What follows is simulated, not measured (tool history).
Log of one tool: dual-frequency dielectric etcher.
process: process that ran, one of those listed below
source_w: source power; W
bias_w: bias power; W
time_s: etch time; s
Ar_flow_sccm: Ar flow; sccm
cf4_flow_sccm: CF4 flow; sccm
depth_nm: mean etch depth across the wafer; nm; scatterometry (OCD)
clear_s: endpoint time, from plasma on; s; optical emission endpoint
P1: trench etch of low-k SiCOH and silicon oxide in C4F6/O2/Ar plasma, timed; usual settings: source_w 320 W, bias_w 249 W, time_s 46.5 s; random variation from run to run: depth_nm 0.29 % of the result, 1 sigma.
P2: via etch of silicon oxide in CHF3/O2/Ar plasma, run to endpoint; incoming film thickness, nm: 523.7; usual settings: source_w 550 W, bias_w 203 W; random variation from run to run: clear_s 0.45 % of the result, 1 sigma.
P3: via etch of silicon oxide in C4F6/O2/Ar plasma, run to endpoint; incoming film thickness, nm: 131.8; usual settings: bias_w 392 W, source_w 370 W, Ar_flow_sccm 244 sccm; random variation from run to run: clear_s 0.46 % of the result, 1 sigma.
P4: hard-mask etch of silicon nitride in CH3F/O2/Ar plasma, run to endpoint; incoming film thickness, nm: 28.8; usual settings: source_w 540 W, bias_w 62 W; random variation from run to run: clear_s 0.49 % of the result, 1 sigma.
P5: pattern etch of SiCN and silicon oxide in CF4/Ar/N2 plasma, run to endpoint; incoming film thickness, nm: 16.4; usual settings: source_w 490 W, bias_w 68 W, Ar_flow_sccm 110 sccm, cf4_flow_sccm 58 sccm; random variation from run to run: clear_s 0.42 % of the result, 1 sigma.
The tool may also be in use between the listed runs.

run	day	process	source_w	bias_w	time_s	Ar_flow_sccm	cf4_flow_sccm	depth_nm	clear_s
1	0.108	P1	320	249	46.5			152.950	
2	0.246	P1	420	249	46.5			169.740	
3	0.375	P1	320	249	46.5			153.450	
4	0.471	P3	370	524		244			28.436
5	0.688	P1	320	322	46.5			167.120	
6	0.842	P1	260	249	46.5			141.930	
7	1.054	P5	490	68		110	58		18.513
8	1.262	P1	320	171	46.5			135.090	
9	1.362	P4	540	62					39.192
10	1.529	P1	320	249	46.5			153.240	
11	1.646	P2	550	203					262.110
12	1.838	P3	370	392		180			30.599
13	1.942	P5	490	68		110	58		18.432
14	2.150	P3	250	392		244			36.690
15	2.358	P1	320	249	46.5			153.570	
16	2.533	P2	760	203					231.690
17	2.650	P4	360	62					45.938
18	2.792	P1	320	249	25.5			83.784	
19	2.946	P5	580	68		110	58		15.902
20	3.050	P5	490	41		110	58		21.725
21	3.246	P2	550	203					263.210
22	3.404	P1	390	249	28.0			98.853	
23	3.617	P1	320	249	66.0			216.300	
24	3.733	P3	370	392		244			31.928
25	3.875	P5	490	68		110	76		17.737
26	4.029	P2	550	286					231.410
27	4.171	P4	540	37					45.773
28	4.354	P5	490	68		69	58		17.191
29	4.471	P1	320	249	46.5			153.050	
30	4.579	P1	320	249	46.5			153.660	
31	4.783	P1	320	249	46.5			153.290	
32	4.925	P1	320	249	46.5			153.660	
33	5.096	P1	320	249	46.5			155.050	
34	5.204	P1	320	249	46.5			154.670	
# day 5.292: wet clean of the chamber
35	5.421	P1	320	249	46.5			154.750	
36	5.538	P1	320	249	46.5			154.450	
37	5.750	P1	320	249	46.5			155.630	
38	5.938	P1	320	249	46.5			155.290	
39	6.112	P1	320	249	46.5			155.100	

What P1 gives has crept away from where it was. These 2 causes fit the log equally well, each at the size given:
A: bias power that arrives over what is set, % = 4.46
B: source power that arrives over what is set, % = 4.02
The creep began at about day 4.471.
Why every other cause is out:
chamber walls in a state that raises the etch rate, %: serviced at day 5.292, which brought nothing back

4 check runs are offered, each on 3 wafers whose results are averaged, their results left as question marks. Which one tells the causes apart?
check 1	6.288	P4	540	40					?
check 2	6.288	P2	740	274					?
check 3	6.288	P5	560	68		93	58		?
check 4	6.288	P3	250	392		244			?

What each check would give under each cause:
check	result	if A	if B
check 1	clear_s	44.196	44.051
check 2	clear_s	207.950	208.140
check 3	clear_s	15.794	15.478
check 4	clear_s	36.301	36.359
How far apart the two closest causes lie, in the result that separates them most: check 1 0.33 %; check 2 0.09 %; check 3 2.02 %; check 4 0.16 %
Check 3 tells the causes apart: in the others they would give nearly the same result.

Then check 3 was run and gave: clear_s 15.750 s. Which cause is it?

It is A: bias power that arrives over what is set, %.
